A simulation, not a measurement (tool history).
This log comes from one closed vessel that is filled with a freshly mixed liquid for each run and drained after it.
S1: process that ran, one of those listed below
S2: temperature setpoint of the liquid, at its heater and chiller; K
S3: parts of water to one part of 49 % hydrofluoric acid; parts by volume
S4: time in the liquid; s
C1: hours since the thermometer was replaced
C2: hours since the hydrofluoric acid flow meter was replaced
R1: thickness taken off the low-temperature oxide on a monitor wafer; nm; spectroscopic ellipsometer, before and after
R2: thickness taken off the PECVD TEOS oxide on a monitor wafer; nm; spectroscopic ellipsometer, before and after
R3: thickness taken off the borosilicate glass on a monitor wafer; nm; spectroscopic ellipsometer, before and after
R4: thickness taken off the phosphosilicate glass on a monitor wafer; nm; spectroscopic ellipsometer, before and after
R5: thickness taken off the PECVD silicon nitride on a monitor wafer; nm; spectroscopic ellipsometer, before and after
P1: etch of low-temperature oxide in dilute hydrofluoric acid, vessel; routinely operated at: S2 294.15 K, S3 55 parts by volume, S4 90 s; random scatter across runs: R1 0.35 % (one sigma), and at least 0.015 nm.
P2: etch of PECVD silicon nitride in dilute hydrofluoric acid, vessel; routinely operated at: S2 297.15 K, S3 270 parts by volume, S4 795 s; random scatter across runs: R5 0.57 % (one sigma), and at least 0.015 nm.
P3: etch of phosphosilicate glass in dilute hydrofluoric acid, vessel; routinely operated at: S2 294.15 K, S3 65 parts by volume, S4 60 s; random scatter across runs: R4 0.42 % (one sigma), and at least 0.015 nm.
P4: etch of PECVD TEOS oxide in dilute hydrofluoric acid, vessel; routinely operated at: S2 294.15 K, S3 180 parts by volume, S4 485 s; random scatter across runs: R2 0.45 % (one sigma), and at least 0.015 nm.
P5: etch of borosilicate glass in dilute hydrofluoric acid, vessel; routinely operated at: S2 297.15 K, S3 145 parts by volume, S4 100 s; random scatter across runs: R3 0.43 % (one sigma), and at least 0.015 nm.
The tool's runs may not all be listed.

run     day  S1      S2   S3    S4     C1     C2       R1       R2       R3      R4       R5
  1   0.375  P1  294.15   55    90  117.1  231.0   53.262
  2   0.792  P1  294.15   35   130  127.1  241.0  123.210
  3   1.262  P4  299.15  180   485  138.4  252.3            40.121
  4   1.804  P4  294.15  180   485  151.4  265.3            33.495
  5   2.325  P5  297.15  145   100  163.9  277.8                     23.440
  6   2.671  P3  301.65   65    60  172.2  286.1                             233.84
  7   3.329  P1  298.15   55    90  188.0  301.9   62.503
  8   3.746  P3  294.15   65    60  198.0  311.9                             173.01
  9   4.375  P5  297.15  145   180  213.1  327.0                     41.816
 10   4.812  P1  294.15   55    90  223.6  337.5   52.752
 11   5.392  P2  301.65  270   795  237.5  351.4                                     19.2530
 12   5.742  P5  304.15  145   100  245.9  359.8                     30.337
 13   6.258  P1  294.15   20    90  258.3  372.2  152.730
 14   6.667  P1  294.15   55    90  268.1  382.0   53.293
 15   7.146  P4  294.15  180   485  279.6  393.5            33.124
 16   7.704  P3  294.15   65   115  293.0  406.9                             329.09
 17   8.267  P2  297.15  270  1180  306.5  420.4                                     21.8490
 18   8.908  P1  294.15   75    90  321.9  435.8   37.859
 19   9.458  P1  294.15   55   135  335.1  449.0   79.544
 20  10.071  P1  290.15   55    90  349.8  463.7   44.834
 21  10.425  P5  297.15   30   100  358.3  472.2                    130.260
 22  10.788  P2  297.15  470   795  367.0  480.9                                      8.4725
 23  11.454  P3  294.15   45    60  383.0  496.9                             254.33
     11.500  -- hydrofluoric acid flow meter replaced
 24  12.125  P2  297.15  270   795  399.1   15.1                                     14.4390
 25  12.517  P1  294.15   55    90  408.5   24.5   53.014
 26  13.042  P4  294.15   35   485  421.1   37.1           200.740
 27  13.596  P1  294.15   55    90  434.4   50.4   52.991
 28  14.029  P1  294.15   55    90  444.8   60.8   53.238
 29  14.408  P1  294.15   55    45  453.9   69.9   26.559
 30  15.012  P1  294.15   55    90  468.4   84.4   52.947
 31  15.388  P4  294.15  180   850  477.4   93.4            58.296
 32  15.821  P2  297.15  270   795  487.8  103.8                                     14.6450
 33  16.492  P1  294.15   55    90  503.9  119.9   53.206
 34  17.000  P1  294.15   55    90  516.1  132.1   55.198
 35  17.588  P1  294.15   55    90  530.2  146.2   56.471
 36  18.138  P1  294.15   55    90  543.4  159.4   57.141
 37  18.800  P1  294.15   55    90  559.3  175.3   57.299

The next listed run, before its measurement:
 38  19.258  P1  294.15  55  90  570.3  186.3   ?

R1: 57.525 nm
